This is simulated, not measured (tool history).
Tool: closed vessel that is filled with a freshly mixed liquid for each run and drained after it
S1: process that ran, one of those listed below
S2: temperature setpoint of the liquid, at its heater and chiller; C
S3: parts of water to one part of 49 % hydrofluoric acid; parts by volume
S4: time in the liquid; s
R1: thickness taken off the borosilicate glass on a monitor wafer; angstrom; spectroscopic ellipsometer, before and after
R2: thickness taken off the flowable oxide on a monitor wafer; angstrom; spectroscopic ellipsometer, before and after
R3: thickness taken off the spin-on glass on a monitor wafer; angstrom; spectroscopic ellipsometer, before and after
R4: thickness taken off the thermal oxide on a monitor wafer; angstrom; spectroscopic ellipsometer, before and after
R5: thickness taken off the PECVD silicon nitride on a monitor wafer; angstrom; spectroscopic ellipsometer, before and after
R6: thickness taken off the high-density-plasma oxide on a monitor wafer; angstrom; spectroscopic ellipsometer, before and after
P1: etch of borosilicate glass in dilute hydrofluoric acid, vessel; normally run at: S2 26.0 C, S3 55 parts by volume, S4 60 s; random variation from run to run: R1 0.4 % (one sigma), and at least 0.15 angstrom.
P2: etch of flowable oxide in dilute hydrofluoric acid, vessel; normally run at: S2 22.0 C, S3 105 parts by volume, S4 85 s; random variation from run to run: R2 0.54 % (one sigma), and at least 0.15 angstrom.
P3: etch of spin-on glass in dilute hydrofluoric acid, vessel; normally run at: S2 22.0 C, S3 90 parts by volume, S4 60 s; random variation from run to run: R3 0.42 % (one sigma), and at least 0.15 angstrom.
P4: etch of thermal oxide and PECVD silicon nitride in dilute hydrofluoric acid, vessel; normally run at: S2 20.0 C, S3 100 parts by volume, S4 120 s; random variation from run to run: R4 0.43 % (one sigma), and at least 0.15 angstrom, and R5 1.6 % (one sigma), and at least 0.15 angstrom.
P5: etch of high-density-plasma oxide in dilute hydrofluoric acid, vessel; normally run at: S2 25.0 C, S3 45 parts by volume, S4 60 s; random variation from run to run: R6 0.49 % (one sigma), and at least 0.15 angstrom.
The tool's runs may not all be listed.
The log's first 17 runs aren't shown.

Run 18, hour 210.1: S1 P4, S2 20.0 C, S3 100 parts by volume, S4 120 s. Result: R4 46.414 angstrom, R5 15.656 angstrom.
Run 19, hour 222.5: S1 P1, S2 26.0 C, S3 20 parts by volume, S4 60 s. Result: R1 1844.20 angstrom.
Run 20, hour 233.7: S1 P1, S2 26.0 C, S3 55 parts by volume, S4 60 s. Result: R1 639.53 angstrom.
Run 21, hour 243.5: S1 P5, S2 25.0 C, S3 45 parts by volume, S4 60 s. Result: R6 74.957 angstrom.
Run 22, hour 260.9: S1 P4, S2 28.0 C, S3 100 parts by volume, S4 120 s. Result: R4 63.203 angstrom, R5 27.120 angstrom.
Run 23, hour 270.1: S1 P1, S2 26.0 C, S3 90 parts by volume, S4 60 s. Result: R1 372.16 angstrom.
At hour 271.2: thermometer replaced.
Run 24, hour 280.4: S1 P5, S2 25.0 C, S3 45 parts by volume, S4 30 s. Result: R6 37.938 angstrom.
Run 25, hour 297.8: S1 P1, S2 26.0 C, S3 55 parts by volume, S4 30 s. Result: R1 318.05 angstrom.
Run 26, hour 310.9: S1 P3, S2 22.0 C, S3 90 parts by volume, S4 100 s. Result: R3 556.39 angstrom.
At hour 321.4: hydrofluoric acid flow meter replaced.
Run 27, hour 328.2: S1 P1, S2 32.5 C, S3 55 parts by volume, S4 60 s. Result: R1 823.76 angstrom.
Run 28, hour 340.8: S1 P1, S2 26.0 C, S3 55 parts by volume, S4 60 s. Result: R1 639.37 angstrom.

Forecast run 29:
Run 29, hour 357.2: S1 P3, S2 22.0 C, S3 155 parts by volume, S4 60 s. Result: R3 ?.

Run 29 gave R3 178.23 angstrom.

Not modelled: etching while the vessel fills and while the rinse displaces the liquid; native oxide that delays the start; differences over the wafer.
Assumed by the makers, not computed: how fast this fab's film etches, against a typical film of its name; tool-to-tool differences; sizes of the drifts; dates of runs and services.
